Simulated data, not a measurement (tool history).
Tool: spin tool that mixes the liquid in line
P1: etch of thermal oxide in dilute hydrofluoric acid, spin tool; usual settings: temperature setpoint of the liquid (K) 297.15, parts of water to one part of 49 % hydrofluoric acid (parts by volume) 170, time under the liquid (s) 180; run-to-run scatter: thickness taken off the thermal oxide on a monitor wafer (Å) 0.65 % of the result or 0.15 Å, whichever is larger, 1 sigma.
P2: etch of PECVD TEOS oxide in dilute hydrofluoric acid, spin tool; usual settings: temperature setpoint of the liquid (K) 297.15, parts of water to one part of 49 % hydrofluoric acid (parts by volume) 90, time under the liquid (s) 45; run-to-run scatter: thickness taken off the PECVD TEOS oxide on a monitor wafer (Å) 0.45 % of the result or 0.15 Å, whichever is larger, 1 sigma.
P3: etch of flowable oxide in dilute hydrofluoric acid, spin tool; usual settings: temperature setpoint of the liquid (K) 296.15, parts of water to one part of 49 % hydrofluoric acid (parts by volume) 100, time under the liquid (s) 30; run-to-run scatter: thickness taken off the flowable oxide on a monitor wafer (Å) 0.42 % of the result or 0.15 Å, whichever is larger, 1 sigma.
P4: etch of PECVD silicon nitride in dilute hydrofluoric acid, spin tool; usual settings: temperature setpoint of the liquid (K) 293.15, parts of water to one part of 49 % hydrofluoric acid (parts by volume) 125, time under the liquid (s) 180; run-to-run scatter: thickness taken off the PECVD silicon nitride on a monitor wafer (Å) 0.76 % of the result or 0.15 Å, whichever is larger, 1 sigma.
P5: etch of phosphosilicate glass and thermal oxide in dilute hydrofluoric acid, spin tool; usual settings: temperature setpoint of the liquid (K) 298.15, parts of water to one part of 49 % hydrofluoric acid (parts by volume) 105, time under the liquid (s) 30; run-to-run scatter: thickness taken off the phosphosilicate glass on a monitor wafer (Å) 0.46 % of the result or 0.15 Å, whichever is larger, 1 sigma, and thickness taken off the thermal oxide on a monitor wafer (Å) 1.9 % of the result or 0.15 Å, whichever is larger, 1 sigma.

run	day	process that ran	temperature setpoint of the liquid (K)	parts of water to one part of 49 % hydrofluoric acid (parts by volume)	time under the liquid (s)	hours since the thermometer was replaced	hours since the hydrofluoric acid flow meter was replaced	thickness taken off the thermal oxide on a monitor wafer (Å)	thickness taken off the PECVD TEOS oxide on a monitor wafer (Å)	thickness taken off the flowable oxide on a monitor wafer (Å)	thickness taken off the PECVD silicon nitride on a monitor wafer (Å)	thickness taken off the phosphosilicate glass on a monitor wafer (Å)
1	0.45	P1	297.15	170	180	984.5	529.5	44.298				
2	0.783	P2	297.15	90	45	992.5	537.5		56.184			
# day 1.217: thermometer replaced
3	1.312	P3	296.15	100	60	2.4	550.2			151.25		
4	1.675	P1	292.15	170	180	11.1	558.9	36.794				
5	2	P1	297.15	240	300	18.9	566.7	48.889				
6	2.5	P1	297.15	255	180	30.9	578.7	26.675				
7	2.812	P4	290.15	125	180	38.4	586.2				21.161	
8	3.058	P1	303.65	170	350	44.3	592.1	109.08				
9	3.475	P1	297.15	170	15	54.3	602.1	3.5765				
10	3.746	P5	298.15	60	30	60.8	608.6	26.151				1071.4
11	4.225	P1	297.15	170	180	72.3	620.1	44.846				
12	4.654	P2	304.15	90	45	82.6	630.4		74.136			
13	4.904	P5	298.15	105	30	88.6	636.4	14.522				574.21
14	5.262	P1	302.65	170	180	97.2	645	53.461				
# day 5.375: hydrofluoric acid flow meter replaced
15	5.604	P2	297.15	135	45	105.4	5.5		35.93			
16	6.021	P1	297.15	75	180	115.4	15.5	112.04				
17	6.4	P1	297.15	170	180	124.5	24.6	43.969				
18	6.688	P3	296.15	100	30	131.4	31.5			75.08		
19	7.004	P2	297.15	90	15	139	39.1		19.07			
20	7.458	P5	298.15	105	50	149.9	50	23.581				954.61
21	7.758	P5	304.15	105	30	157.1	57.2	18.332				728.5
22	8.146	P4	293.15	185	180	166.4	66.5				17.833	
23	8.533	P1	297.15	170	285	175.7	75.8	70.613				
24	9.038	P3	303.15	100	30	187.8	87.9			98.63		

Forecast run 25:
25	9.312	P1	297.15	170	180	194.4	94.5	?				

Run 25 gave thickness taken off the thermal oxide on a monitor wafer (Å) 44.852.

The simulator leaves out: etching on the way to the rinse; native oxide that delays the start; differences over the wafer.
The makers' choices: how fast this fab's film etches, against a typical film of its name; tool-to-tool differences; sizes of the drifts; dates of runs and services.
